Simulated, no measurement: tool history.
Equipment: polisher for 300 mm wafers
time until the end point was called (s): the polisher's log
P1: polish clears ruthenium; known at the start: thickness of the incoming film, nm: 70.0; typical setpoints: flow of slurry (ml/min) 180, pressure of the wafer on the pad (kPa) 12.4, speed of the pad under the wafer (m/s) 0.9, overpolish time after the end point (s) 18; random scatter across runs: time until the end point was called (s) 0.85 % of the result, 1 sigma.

run	hour	flow of slurry (ml/min)	pressure of the wafer on the pad (kPa)	speed of the pad under the wafer (m/s)	overpolish time after the end point (s)	wafers polished on this pad	hours since the slurry nozzle was cleaned	hours since the head pressure was calibrated	time until the end point was called (s)
1	13.4	180	12.4	0.9	18	245	51.8	183.1	81.47
2	27.2	180	12.4	0.9	18	418	65.6	196.9	81.687
3	33.8	110	12.4	0.9	18	500	72.2	203.5	89.668
4	44.1	180	12.4	0.9	18	629	82.5	213.8	80.593
5	50.3	180	6.9	0.9	18	707	88.7	220	145.39
6	61.8	180	19.3	0.9	18	851	100.2	231.5	52.316
7	73.3	180	12.4	0.4	18	995	111.7	243	183.19
8	83	275	12.4	0.9	18	1117	121.4	252.7	76.856
9	96.5	180	12.4	1.32	18	1286	134.9	266.2	56.09
10	104.6	180	6.9	1.22	18	1387	143	274.3	108.01
11	118.2	180	12.4	0.9	34	1557	156.6	287.9	82.294
12	128.8	180	12.4	0.9	18	1690	167.2	298.5	81.795
13	140.3	180	12.4	0.9	18	1834	178.7	310	81.167
14	153.7	180	12.4	0.9	5	2002	192.1	323.4	80.343
15	161.1	180	12.4	1.28	8	2095	199.5	330.8	57.02
16	174.5	180	12.4	0.9	18	2262	212.9	344.2	81.717
17	180.9	180	12.4	0.9	18	2342	219.3	350.6	83.522
18	193.1	180	12.4	0.9	18	2495	231.5	362.8	85.45
19	206.4	180	12.4	0.9	18	2662	244.8	376.1	86.956
20	213.1	180	12.4	0.9	18	2746	251.5	382.8	87.056
21	224	180	12.4	0.9	18	2882	262.4	393.7	87.149
# hour 225.9: head pressure recalibrated
22	234.5	180	12.4	0.9	18	3014	272.9	8.7	88.214
23	245.8	180	12.4	0.9	18	3155	284.2	20	86.941

What P1 gives has crept away from where it was. These 2 causes fit the log equally well, each at the size given:
A: removal rate lost through wear of the pad, % = 6.99
B: slurry flow missing at the pad, % = 33.7
Creep in the process output first set in at about hour 174.5.
The rest of the possible causes, and what rules out each one:
head's pressure below its setpoint, %: work on it at hour 225.9, done after the drift set in, did not restore what the process gave before

Each of the check runs listed below is run on 3 wafers and reports their average, with the results left as question marks. Pick the one under which the possible causes would lead to clearly different results.
check 1	257.1	115	12.4	0.9	18				?
check 2	257.1	180	16.5	0.9	18				?
check 3	257.1	180	12.4	0.9	25				?
check 4	257.1	180	12.4	1.18	18				?

Outcome of each check run for each possible cause:
check	result	if A	if B
check 1	time until the end point was called (s)	94.607	98.088
check 2	time until the end point was called (s)	65.46	65.47
check 3	time until the end point was called (s)	87.281	87.294
check 4	time until the end point was called (s)	66.57	66.58
Distance between the nearest two causes, measured in the result of the check that separates them most: check 1 3.61 %; check 2 0.02 %; check 3 0.02 %; check 4 0.02 %
Only in check 1 would the causes give clearly different results; in the remaining checks their results would be nearly the same.

Here is what check 1 returned: time until the end point was called (s) 94.341. Which cause is it?

The cause is A: removal rate lost through wear of the pad, %.
